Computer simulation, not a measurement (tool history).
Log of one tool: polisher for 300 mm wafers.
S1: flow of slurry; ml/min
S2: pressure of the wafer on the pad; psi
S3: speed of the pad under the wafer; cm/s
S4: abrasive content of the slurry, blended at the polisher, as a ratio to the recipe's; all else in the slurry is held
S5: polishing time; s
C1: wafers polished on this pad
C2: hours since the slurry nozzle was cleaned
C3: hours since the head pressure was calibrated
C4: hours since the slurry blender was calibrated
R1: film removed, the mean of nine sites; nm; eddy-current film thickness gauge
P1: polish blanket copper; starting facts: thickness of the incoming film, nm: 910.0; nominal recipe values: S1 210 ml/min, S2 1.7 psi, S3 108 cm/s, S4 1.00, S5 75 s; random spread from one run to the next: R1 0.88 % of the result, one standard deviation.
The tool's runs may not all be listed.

run 1 day=0.238 | S1=210 S2=1.7 S3=108 S4=1.00 S5=75 | C1=972 C2=459.1 C3=94.4 C4=138.3 | R1=129.600
run 2 day=0.488 | S1=210 S2=1.7 S3=108 S4=1.00 S5=75 | C1=1042 C2=465.1 C3=100.4 C4=144.3 | R1=127.050
run 3 day=0.783 | S1=125 S2=1.7 S3=108 S4=1.00 S5=75 | C1=1124 C2=472.2 C3=107.5 C4=151.4 | R1=116.650
run 4 day=1.008 | S1=210 S2=1.7 S3=108 S4=1.00 S5=34 | C1=1186 C2=477.6 C3=112.9 C4=156.8 | R1=57.426
run 5 day=1.204 | S1=210 S2=1.7 S3=108 S4=1.00 S5=75 | C1=1240 C2=482.3 C3=117.6 C4=161.5 | R1=126.960
run 6 day=1.508 | S1=210 S2=1.7 S3=108 S4=1.00 S5=75 | C1=1325 C2=489.6 C3=124.9 C4=168.8 | R1=127.620
run 7 day=1.775 | S1=310 S2=1.7 S3=108 S4=1.00 S5=75 | C1=1399 C2=496.0 C3=131.3 C4=175.2 | R1=134.340
run 8 day=2.008 | S1=210 S2=1.7 S3=48 S4=1.00 S5=75 | C1=1463 C2=501.6 C3=136.9 C4=180.8 | R1=56.377
run 9 day=2.167 | S1=135 S2=1.7 S3=108 S4=1.25 S5=75 | C1=1507 C2=505.4 C3=140.7 C4=184.6 | R1=122.530
run 10 day=2.425 | S1=210 S2=1.7 S3=108 S4=1.00 S5=75 | C1=1579 C2=511.6 C3=146.9 C4=190.8 | R1=127.430
-- day=2.625 slurry nozzle cleaned
run 11 day=2.708 | S1=210 S2=1.7 S3=108 S4=1.00 S5=117 | C1=1657 C2=2.0 C3=153.7 C4=197.6 | R1=197.950
run 12 day=2.925 | S1=210 S2=1.7 S3=162 S4=1.00 S5=75 | C1=1717 C2=7.2 C3=158.9 C4=202.8 | R1=194.350
run 13 day=3.108 | S1=210 S2=0.8 S3=108 S4=1.00 S5=75 | C1=1768 C2=11.6 C3=163.3 C4=207.2 | R1=59.894
run 14 day=3.454 | S1=210 S2=1.7 S3=108 S4=1.00 S5=75 | C1=1864 C2=19.9 C3=171.6 C4=215.5 | R1=127.240
run 15 day=3.717 | S1=210 S2=1.7 S3=108 S4=1.00 S5=75 | C1=1937 C2=26.2 C3=177.9 C4=221.8 | R1=127.380
run 16 day=4.067 | S1=210 S2=2.5 S3=108 S4=1.00 S5=75 | C1=2034 C2=34.6 C3=186.3 C4=230.2 | R1=186.530
run 17 day=4.383 | S1=210 S2=1.7 S3=108 S4=1.50 S5=75 | C1=2122 C2=42.2 C3=193.9 C4=237.8 | R1=138.770
run 18 day=4.596 | S1=210 S2=1.7 S3=108 S4=0.60 S5=75 | C1=2181 C2=47.3 C3=199.0 C4=242.9 | R1=114.550
run 19 day=4.792 | S1=210 S2=1.7 S3=108 S4=1.00 S5=75 | C1=2235 C2=52.0 C3=203.7 C4=247.6 | R1=126.220
run 20 day=5.083 | S1=210 S2=1.7 S3=108 S4=1.00 S5=75 | C1=2316 C2=59.0 C3=210.7 C4=254.6 | R1=122.610
run 21 day=5.296 | S1=210 S2=1.7 S3=108 S4=1.00 S5=75 | C1=2375 C2=64.1 C3=215.8 C4=259.7 | R1=121.350
run 22 day=5.525 | S1=210 S2=1.7 S3=108 S4=1.00 S5=75 | C1=2439 C2=69.6 C3=221.3 C4=265.2 | R1=118.120
run 23 day=5.754 | S1=210 S2=1.7 S3=108 S4=1.00 S5=75 | C1=2502 C2=75.1 C3=226.8 C4=270.7 | R1=118.670

Run 24 has not been measured yet. What should we expect?
-- day=5.950 slurry blender recalibrated
run 24 day=5.954 | S1=210 S2=1.7 S3=108 S4=1.00 S5=75 | C1=2558 C2=79.9 C3=231.6 C4=0.1 | R1=?

Run 24 yielded R1 119.060 nm.
